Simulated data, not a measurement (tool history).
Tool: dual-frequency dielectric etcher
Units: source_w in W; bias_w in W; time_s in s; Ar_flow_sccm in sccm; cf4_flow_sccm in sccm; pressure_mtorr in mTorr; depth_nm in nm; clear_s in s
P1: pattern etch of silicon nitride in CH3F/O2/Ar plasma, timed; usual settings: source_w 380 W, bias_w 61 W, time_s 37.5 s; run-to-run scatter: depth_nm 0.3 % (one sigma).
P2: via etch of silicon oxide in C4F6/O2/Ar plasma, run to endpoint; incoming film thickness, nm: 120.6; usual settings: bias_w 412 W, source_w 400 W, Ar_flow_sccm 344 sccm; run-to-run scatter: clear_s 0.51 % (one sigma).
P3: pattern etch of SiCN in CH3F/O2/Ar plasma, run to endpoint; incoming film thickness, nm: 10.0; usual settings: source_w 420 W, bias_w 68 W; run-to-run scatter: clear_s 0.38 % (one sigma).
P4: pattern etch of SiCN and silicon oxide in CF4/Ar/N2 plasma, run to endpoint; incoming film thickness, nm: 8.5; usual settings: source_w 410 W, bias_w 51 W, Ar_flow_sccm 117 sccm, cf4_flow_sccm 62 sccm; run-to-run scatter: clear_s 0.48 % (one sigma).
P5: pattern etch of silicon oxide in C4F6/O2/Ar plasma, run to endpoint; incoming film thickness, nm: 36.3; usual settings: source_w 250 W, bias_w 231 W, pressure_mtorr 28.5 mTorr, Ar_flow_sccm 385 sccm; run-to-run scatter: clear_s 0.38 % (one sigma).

run   hour  process  source_w  bias_w  time_s  Ar_flow_sccm  cf4_flow_sccm  pressure_mtorr  depth_nm  clear_s
  1   15.9       P1       380      61    37.5                                                 23.960
  2   25.5       P1       380      78    37.5                                                 26.057
  3   33.9       P1       380      61    37.5                                                 23.809
  4   46.7       P4       410      51                   117             62                             12.471
  5   62.5       P4       520      51                   117             62                             10.184
  6   73.9       P4       410      51                   117             78                             12.019
  7   88.2       P1       380      61    37.5                                                 23.896
  8  100.3       P1       380      61    48.5                                                 30.892
  9  109.1       P1       380      61    37.5                                                 23.953
 10  119.7       P5       250     231                   227                           28.5             12.296
 11  133.0       P1       300      61    27.0                                                 15.648
 12  144.0       P3       570      68                                                                  23.787
 13  151.8       P4       410      65                   117             62                             11.439
 14  160.3       P5       250     231                   385                           28.5             12.969
 15  175.7       P5       250     231                   385                           28.5             12.962
 16  186.4       P5       320     231                   385                           28.5             11.857
 17  198.0       P4       410      51                    69             62                             11.530
 18  207.2       P4       410      51                   117             62                             12.472
 19  223.1       P3       420      68                                                                  27.004
 20  234.6       P1       380      36    37.5                                                 20.237
 21  247.3       P2       400     412                   234                                            27.518
 22  257.0       P1       380      61    28.5                                                 18.100
 23  267.5       P3       420      47                                                                  30.095
 24  278.6       P5       250     158                   385                           28.5             14.752
 25  293.4       P2       400     412                   344                                            28.711
 26  302.9       P2       400     412                   344                                            28.446
 27  317.2       P1       380      71    20.5                                                 13.713
 28  328.2       P1       230      61    37.5                                                 19.764
 29  335.6       P2       530     412                   344                                            25.791
 30  348.4       P2       400     548                   344                                            25.703
 31  363.8       P5       250     231                   385                           34.0             13.174
 32  372.3       P1       380      61    37.5                                                 23.781
 33  388.1       P1       490      61    37.5                                                 26.250
 34  397.7       P1       380      61    37.5                                                 23.779
 35  407.5       P1       380      61    37.5                                                 23.730
 36  415.6       P1       380      61    37.5                                                 23.592
 37  428.6       P1       380      61    37.5                                                 23.571
     429.1  -- wet clean of the chamber
 38  436.3       P1       380      61    37.5                                                 23.428
 39  448.8       P1       380      61    37.5                                                 23.494
 40  457.2       P1       380      61    37.5                                                 23.465
 41  466.9       P1       380      61    37.5                                                 23.449

What P1 gives has crept away from where it was. These 2 causes fit the log equally well, each at the size given:
A: source power that arrives under what is set, % = 4.19
B: bias power that arrives under what is set, % = 4.86
The creep began at about hour 397.7.
Why every other cause is out:
chamber walls in a state that lowers the etch rate, %: serviced at hour 429.1, which brought nothing back

4 check runs are offered, each on 3 wafers whose results are averaged, their results left as question marks. Which one tells the causes apart?
check 1  476.6       P3       420      68                                                                       ?
check 2  476.6       P2       400     412                   344                                                 ?
check 3  476.6       P4       410      51                   117             62                                  ?
check 4  476.6       P5       250     231                   385                           28.5                  ?

What each check would give under each cause:
  check   result    if A    if B
check 1  clear_s  27.222  27.251
check 2  clear_s  29.154  29.216
check 3  clear_s  13.045  12.766
check 4  clear_s  13.183  13.193
How far apart the two closest causes lie, in the result that separates them most: check 1 0.11 %; check 2 0.21 %; check 3 2.16 %; check 4 0.07 %
Check 3 tells the causes apart: in the others they would give nearly the same result.

Then check 3 was run and gave: clear_s 13.025 s. Which cause is it?

It is A: source power that arrives under what is set, %.

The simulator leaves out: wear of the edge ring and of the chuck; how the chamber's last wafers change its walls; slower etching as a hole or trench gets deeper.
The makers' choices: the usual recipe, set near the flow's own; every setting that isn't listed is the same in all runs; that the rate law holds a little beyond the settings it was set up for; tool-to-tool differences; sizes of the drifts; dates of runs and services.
